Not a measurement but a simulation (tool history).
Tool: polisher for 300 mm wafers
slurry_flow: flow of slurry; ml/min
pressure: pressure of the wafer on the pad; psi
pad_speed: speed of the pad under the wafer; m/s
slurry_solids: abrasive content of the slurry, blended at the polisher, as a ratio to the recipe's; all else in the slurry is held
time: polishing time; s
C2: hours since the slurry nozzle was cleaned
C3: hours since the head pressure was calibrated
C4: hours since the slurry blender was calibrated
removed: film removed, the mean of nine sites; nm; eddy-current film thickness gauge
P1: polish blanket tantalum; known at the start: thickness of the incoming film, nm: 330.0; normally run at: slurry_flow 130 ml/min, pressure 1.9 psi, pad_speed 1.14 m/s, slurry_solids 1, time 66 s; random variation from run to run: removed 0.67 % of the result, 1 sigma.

Run 1, day 0.275: slurry_flow 130 ml/min, pressure 1.9 psi, pad_speed 1.14 m/s, slurry_solids 1, time 66 s; wafers polished on this pad 198; C2 85.8; C3 1107; C4 178. Result: removed 128.89 nm.
Run 2, day 0.646: slurry_flow 130 ml/min, pressure 1.9 psi, pad_speed 1.42 m/s, slurry_solids 0.6, time 66 s; wafers polished on this pad 295; C2 94.7; C3 1115.9; C4 186.9. Result: removed 135.09 nm.
Run 3, day 1.1: slurry_flow 130 ml/min, pressure 2.7 psi, pad_speed 1.14 m/s, slurry_solids 1, time 66 s; wafers polished on this pad 414; C2 105.6; C3 1126.8; C4 197.8. Result: removed 183.72 nm.
Run 4, day 1.458: slurry_flow 130 ml/min, pressure 1.9 psi, pad_speed 1.78 m/s, slurry_solids 1, time 66 s; wafers polished on this pad 508; C2 114.2; C3 1135.4; C4 206.4. Result: removed 201.68 nm.
Run 5, day 1.962: slurry_flow 130 ml/min, pressure 1.9 psi, pad_speed 1.14 m/s, slurry_solids 1.3, time 66 s; wafers polished on this pad 640; C2 126.3; C3 1147.5; C4 218.5. Result: removed 138.9 nm.
Run 6, day 2.288: slurry_flow 130 ml/min, pressure 1.9 psi, pad_speed 1.14 m/s, slurry_solids 1, time 66 s; wafers polished on this pad 726; C2 134.1; C3 1155.3; C4 226.3. Result: removed 129.41 nm.
At day 2.362: head pressure recalibrated.
Run 7, day 2.762: slurry_flow 200 ml/min, pressure 1.9 psi, pad_speed 1.14 m/s, slurry_solids 1, time 66 s; wafers polished on this pad 850; C2 145.5; C3 9.7; C4 237.7. Result: removed 138.47 nm.
Run 8, day 3.304: slurry_flow 130 ml/min, pressure 1.9 psi, pad_speed 0.62 m/s, slurry_solids 1, time 66 s; wafers polished on this pad 992; C2 158.5; C3 22.7; C4 250.7. Result: removed 70.488 nm.
Run 9, day 3.771: slurry_flow 130 ml/min, pressure 0.9 psi, pad_speed 1.14 m/s, slurry_solids 1, time 66 s; wafers polished on this pad 1114; C2 169.7; C3 33.9; C4 261.9. Result: removed 61.048 nm.
Run 10, day 4.233: slurry_flow 130 ml/min, pressure 1.9 psi, pad_speed 1.14 m/s, slurry_solids 1, time 66 s; wafers polished on this pad 1236; C2 180.8; C3 45; C4 273. Result: removed 128.96 nm.
Run 11, day 4.679: slurry_flow 130 ml/min, pressure 1.9 psi, pad_speed 1.14 m/s, slurry_solids 1, time 102 s; wafers polished on this pad 1353; C2 191.5; C3 55.7; C4 283.7. Result: removed 201.42 nm.
Run 12, day 5.121: slurry_flow 80 ml/min, pressure 1.9 psi, pad_speed 1.14 m/s, slurry_solids 1, time 66 s; wafers polished on this pad 1468; C2 202.1; C3 66.3; C4 294.3. Result: removed 115.35 nm.
Run 13, day 5.483: slurry_flow 130 ml/min, pressure 1.9 psi, pad_speed 1.14 m/s, slurry_solids 0.55, time 66 s; wafers polished on this pad 1563; C2 210.8; C3 75; C4 303. Result: removed 105.38 nm.
Run 14, day 5.754: slurry_flow 130 ml/min, pressure 1.9 psi, pad_speed 1.14 m/s, slurry_solids 1, time 30 s; wafers polished on this pad 1634; C2 217.3; C3 81.5; C4 309.5. Result: removed 58.671 nm.
Run 15, day 6.183: slurry_flow 130 ml/min, pressure 1.9 psi, pad_speed 1.14 m/s, slurry_solids 1, time 66 s; wafers polished on this pad 1747; C2 227.6; C3 91.8; C4 319.8. Result: removed 128.73 nm.
Run 16, day 6.604: slurry_flow 130 ml/min, pressure 1.9 psi, pad_speed 1.14 m/s, slurry_solids 1, time 66 s; wafers polished on this pad 1857; C2 237.7; C3 101.9; C4 329.9. Result: removed 129.13 nm.
Run 17, day 7.092: slurry_flow 130 ml/min, pressure 1.9 psi, pad_speed 1.14 m/s, slurry_solids 1, time 66 s; wafers polished on this pad 1985; C2 249.4; C3 113.6; C4 341.6. Result: removed 125.56 nm.
Run 18, day 7.454: slurry_flow 130 ml/min, pressure 1.9 psi, pad_speed 1.14 m/s, slurry_solids 1, time 66 s; wafers polished on this pad 2080; C2 258.1; C3 122.3; C4 350.3. Result: removed 123.82 nm.
Run 19, day 7.825: slurry_flow 130 ml/min, pressure 1.9 psi, pad_speed 1.14 m/s, slurry_solids 1, time 66 s; wafers polished on this pad 2177; C2 267; C3 131.2; C4 359.2. Result: removed 121.64 nm.

Run 20 comes next. What will it give?
At day 8.117: slurry nozzle cleaned.
Run 20, day 8.233: slurry_flow 130 ml/min, pressure 1.9 psi, pad_speed 1.14 m/s, slurry_solids 1, time 66 s; wafers polished on this pad 2284; C2 2.9; C3 141; C4 369. Result: removed ?.

{"run 20": {"removed": 119.05}}
